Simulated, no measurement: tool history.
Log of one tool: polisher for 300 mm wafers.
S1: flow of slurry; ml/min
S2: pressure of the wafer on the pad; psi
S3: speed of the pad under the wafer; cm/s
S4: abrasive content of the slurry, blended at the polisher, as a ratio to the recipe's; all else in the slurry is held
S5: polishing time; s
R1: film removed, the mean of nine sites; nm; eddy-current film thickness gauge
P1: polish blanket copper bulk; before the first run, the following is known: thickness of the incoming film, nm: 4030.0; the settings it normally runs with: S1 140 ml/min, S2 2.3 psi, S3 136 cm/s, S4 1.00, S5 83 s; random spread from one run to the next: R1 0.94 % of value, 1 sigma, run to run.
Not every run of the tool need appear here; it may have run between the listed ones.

{"run": 1, "hour": 13.1, "S1": 140, "S2": 2.3, "S3": 136, "S4": 1.0, "S5": 83, "R1": 825.54}
{"run": 2, "hour": 23.4, "S1": 200, "S2": 2.3, "S3": 136, "S4": 1.4, "S5": 83, "R1": 946.88}
{"run": 3, "hour": 32.6, "S1": 140, "S2": 2.3, "S3": 216, "S4": 1.0, "S5": 83, "R1": 1308.8}
{"run": 4, "hour": 39.9, "S1": 210, "S2": 2.3, "S3": 136, "S4": 1.0, "S5": 83, "R1": 893.9}
{"run": 5, "hour": 51.8, "S1": 140, "S2": 2.3, "S3": 136, "S4": 1.0, "S5": 104, "R1": 1055.4}
{"run": 6, "hour": 66.9, "S1": 140, "S2": 2.3, "S3": 136, "S4": 1.0, "S5": 83, "R1": 828.57}
{"run": 7, "hour": 80.9, "S1": 140, "S2": 3.6, "S3": 136, "S4": 1.0, "S5": 83, "R1": 1314.2}
{"run": 8, "hour": 90.7, "S1": 140, "S2": 2.3, "S3": 136, "S4": 1.0, "S5": 83, "R1": 837.74}
{"run": 9, "hour": 105.5, "S1": 140, "S2": 2.3, "S3": 136, "S4": 1.0, "S5": 83, "R1": 826.47}
{"run": 10, "hour": 112.7, "S1": 140, "S2": 2.3, "S3": 136, "S4": 1.45, "S5": 83, "R1": 904.95}
{"run": 11, "hour": 126.3, "S1": 140, "S2": 2.3, "S3": 136, "S4": 1.0, "S5": 83, "R1": 819.99}
{"run": 12, "hour": 137.0, "S1": 140, "S2": 2.3, "S3": 136, "S4": 1.0, "S5": 83, "R1": 828.97}
{"run": 13, "hour": 147.8, "S1": 140, "S2": 2.3, "S3": 136, "S4": 0.55, "S5": 83, "R1": 730.95}
{"run": 14, "hour": 161.7, "S1": 85, "S2": 2.3, "S3": 136, "S4": 1.0, "S5": 83, "R1": 745.81}
{"run": 15, "hour": 172.3, "S1": 140, "S2": 1.0, "S3": 136, "S4": 1.0, "S5": 83, "R1": 363.9}
{"run": 16, "hour": 185.0, "S1": 140, "S2": 2.3, "S3": 78, "S4": 1.0, "S5": 83, "R1": 481.09}
{"run": 17, "hour": 197.5, "S1": 175, "S2": 3.1, "S3": 136, "S4": 1.0, "S5": 83, "R1": 1159.5}
{"run": 18, "hour": 208.6, "S1": 140, "S2": 2.3, "S3": 136, "S4": 1.0, "S5": 38, "R1": 382.25}
{"run": 19, "hour": 218.6, "S1": 140, "S2": 2.3, "S3": 136, "S4": 1.0, "S5": 83, "R1": 837.72}
{"run": 20, "hour": 228.8, "S1": 140, "S2": 2.3, "S3": 136, "S4": 1.0, "S5": 83, "R1": 818.88}
{"run": 21, "hour": 242.0, "S1": 140, "S2": 2.3, "S3": 136, "S4": 1.0, "S5": 83, "R1": 813.56}
{"run": 22, "hour": 251.1, "S1": 140, "S2": 2.3, "S3": 136, "S4": 1.0, "S5": 83, "R1": 808.61}
{"run": 23, "hour": 260.1, "S1": 140, "S2": 2.3, "S3": 136, "S4": 1.0, "S5": 83, "R1": 802.65}
{"run": 24, "hour": 274.8, "S1": 140, "S2": 2.3, "S3": 136, "S4": 1.0, "S5": 83, "R1": 793.53}
{"hour": 277.8, "done": "head pressure recalibrated"}
{"hour": 284.7, "done": "slurry blender recalibrated"}
{"run": 25, "hour": 288.2, "S1": 140, "S2": 2.3, "S3": 136, "S4": 1.0, "S5": 83, "R1": 796.77}
{"run": 26, "hour": 298.9, "S1": 140, "S2": 2.3, "S3": 136, "S4": 1.0, "S5": 83, "R1": 797.37}
{"run": 27, "hour": 307.4, "S1": 140, "S2": 2.3, "S3": 136, "S4": 1.0, "S5": 83, "R1": 777.13}
{"run": 28, "hour": 315.1, "S1": 140, "S2": 2.3, "S3": 136, "S4": 1.0, "S5": 83, "R1": 797.85}
{"run": 29, "hour": 330.8, "S1": 140, "S2": 2.3, "S3": 136, "S4": 1.0, "S5": 83, "R1": 765.3}
{"run": 30, "hour": 339.7, "S1": 140, "S2": 2.3, "S3": 136, "S4": 1.0, "S5": 83, "R1": 780.51}

What P1 gives has crept away from where it was. These 2 causes fit the log equally well, each at the size given:
A: removal rate lost through wear of the pad, % = 6.34
B: slurry flow missing at the pad, % = 26.6
At approximately hour 218.6, the process output began to creep.
The rest of the possible causes, and what rules out each one:
head's pressure below its setpoint, %: serviced at hour 277.8, after the drift had started, without restoring the earlier output
abrasive missing from the slurry, %: serviced at hour 284.7, after the drift had started, without restoring the earlier output

You are offered 4 check runs, listed below with question marks in place of their results; each one averages 5 wafers. Which run separates the listed causes by giving clearly different results for each?
{"run": "check 1", "hour": 348.6, "S1": 85, "S2": 2.3, "S3": 136, "S4": 1.0, "S5": 83, "R1": "?"}
{"run": "check 2", "hour": 348.6, "S1": 140, "S2": 1.6, "S3": 136, "S4": 1.0, "S5": 39, "R1": "?"}
{"run": "check 3", "hour": 348.6, "S1": 140, "S2": 2.3, "S3": 82, "S4": 1.0, "S5": 83, "R1": "?"}
{"run": "check 4", "hour": 348.6, "S1": 140, "S2": 2.3, "S3": 136, "S4": 0.65, "S5": 83, "R1": "?"}

Outcome of each check run for each possible cause:
check=check_1 result=R1 if_A=695.40 if_B=671.12
check=check_2 result=R1 if_A=255.11 if_B=255.14
check=check_3 result=R1 if_A=470.58 if_B=470.62
check=check_4 result=R1 if_A=713.36 if_B=713.42
How far apart the two closest causes lie, in the result that separates them most: check 1 3.55 %; check 2 0.01 %; check 3 0.01 %; check 4 0.01 %
Check 1 distinguishes between the causes, while the remaining checks would return nearly the same result for all of them.

Running check 1 produced the following: R1 673.17 nm. Which one of the listed causes fits?

Of the candidate causes, it is B: slurry flow missing at the pad, %.
